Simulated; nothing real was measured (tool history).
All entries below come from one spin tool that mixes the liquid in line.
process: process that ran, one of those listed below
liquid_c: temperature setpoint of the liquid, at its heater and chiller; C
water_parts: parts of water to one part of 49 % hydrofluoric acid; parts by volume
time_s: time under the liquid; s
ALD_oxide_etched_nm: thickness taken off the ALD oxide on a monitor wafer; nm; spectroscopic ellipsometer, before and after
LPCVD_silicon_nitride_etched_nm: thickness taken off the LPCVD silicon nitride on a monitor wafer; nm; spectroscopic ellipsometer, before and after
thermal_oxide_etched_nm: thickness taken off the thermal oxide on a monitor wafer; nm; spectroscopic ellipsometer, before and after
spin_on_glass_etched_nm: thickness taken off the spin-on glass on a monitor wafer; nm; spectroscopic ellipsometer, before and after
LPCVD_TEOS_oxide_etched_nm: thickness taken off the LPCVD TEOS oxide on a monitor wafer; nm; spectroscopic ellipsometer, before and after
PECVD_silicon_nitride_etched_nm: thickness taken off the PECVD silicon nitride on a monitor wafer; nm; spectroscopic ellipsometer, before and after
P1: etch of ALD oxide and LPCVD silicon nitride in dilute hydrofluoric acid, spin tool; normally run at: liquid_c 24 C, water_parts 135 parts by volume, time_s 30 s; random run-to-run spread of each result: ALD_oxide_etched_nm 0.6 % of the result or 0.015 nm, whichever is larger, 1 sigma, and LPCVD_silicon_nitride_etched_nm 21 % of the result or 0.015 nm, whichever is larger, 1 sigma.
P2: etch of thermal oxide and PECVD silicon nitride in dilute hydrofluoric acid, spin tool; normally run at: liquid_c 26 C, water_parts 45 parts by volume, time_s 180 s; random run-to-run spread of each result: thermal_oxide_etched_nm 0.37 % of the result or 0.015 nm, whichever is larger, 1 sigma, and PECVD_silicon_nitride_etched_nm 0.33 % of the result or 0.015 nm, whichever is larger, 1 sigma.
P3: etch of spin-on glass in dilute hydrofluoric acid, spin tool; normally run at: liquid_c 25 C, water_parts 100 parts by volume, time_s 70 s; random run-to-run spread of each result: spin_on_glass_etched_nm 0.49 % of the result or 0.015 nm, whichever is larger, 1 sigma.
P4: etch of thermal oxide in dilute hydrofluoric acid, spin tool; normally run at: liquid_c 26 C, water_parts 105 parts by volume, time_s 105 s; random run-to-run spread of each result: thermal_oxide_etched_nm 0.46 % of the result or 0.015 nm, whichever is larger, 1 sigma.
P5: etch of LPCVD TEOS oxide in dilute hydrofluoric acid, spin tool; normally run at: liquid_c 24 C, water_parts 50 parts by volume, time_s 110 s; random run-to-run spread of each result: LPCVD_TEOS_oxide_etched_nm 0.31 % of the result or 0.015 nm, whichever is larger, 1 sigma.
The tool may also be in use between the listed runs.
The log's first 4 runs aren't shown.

run	day	process	liquid_c	water_parts	time_s	hours since the thermometer was replaced	hours since the hydrofluoric acid flow meter was replaced	ALD_oxide_etched_nm	LPCVD_silicon_nitride_etched_nm	thermal_oxide_etched_nm	spin_on_glass_etched_nm	LPCVD_TEOS_oxide_etched_nm	PECVD_silicon_nitride_etched_nm
5	2.25	P4	17.5	105	105	709	1197			3.8329			
6	2.971	P1	24	135	30	726.3	1214.3	4.0694	0.11923				
7	3.35	P1	24	135	15	735.4	1223.4	2.0404	0.051375				
8	3.692	P1	30	135	30	743.6	1231.6	5.0754	0.11791				
9	4.062	P1	24	135	30	752.5	1240.5	4.084	0.15223				
10	4.417	P1	24	135	30	761	1249	4.0175	0.077905				
# day 5.071: thermometer replaced
11	5.146	P4	26	35	105	1.8	1266.5			18.002			
12	5.612	P3	25	100	100	13	1277.7				22.268		
13	6.371	P5	24	50	195	31.2	1295.9					70.144	
14	6.8	P4	26	105	170	41.5	1306.2			8.837			
15	7.383	P1	24	205	15	55.5	1320.2	1.2001	0.01622				
16	7.767	P2	34	45	180	64.7	1329.4			30.306			27.082
17	8.179	P2	26	45	100	74.6	1339.3			12.317			9.0006
18	8.567	P5	32.5	50	110	83.9	1348.6					55.994	
19	9.225	P2	26	20	180	99.7	1364.4			51.662			35.755
20	9.612	P4	26	105	105	109	1373.7			5.4766			
21	10.083	P3	25	165	70	120.3	1385				8.6208		
22	10.654	P1	24	135	30	134	1398.7	4.0596	0.14284				
23	10.992	P2	26	45	180	142.1	1406.8			22.323			16.217
24	11.325	P3	33	100	70	150.1	1414.8				20.921		
25	12.004	P5	24	50	110	166.4	1431.1					39.761	

Run 26 comes next. What will it give?
26	12.45	P1	24	135	30	177.1	1441.8	?	?				

Run 26 produced ALD_oxide_etched_nm 4.0962 nm, LPCVD_silicon_nitride_etched_nm 0.14603 nm.
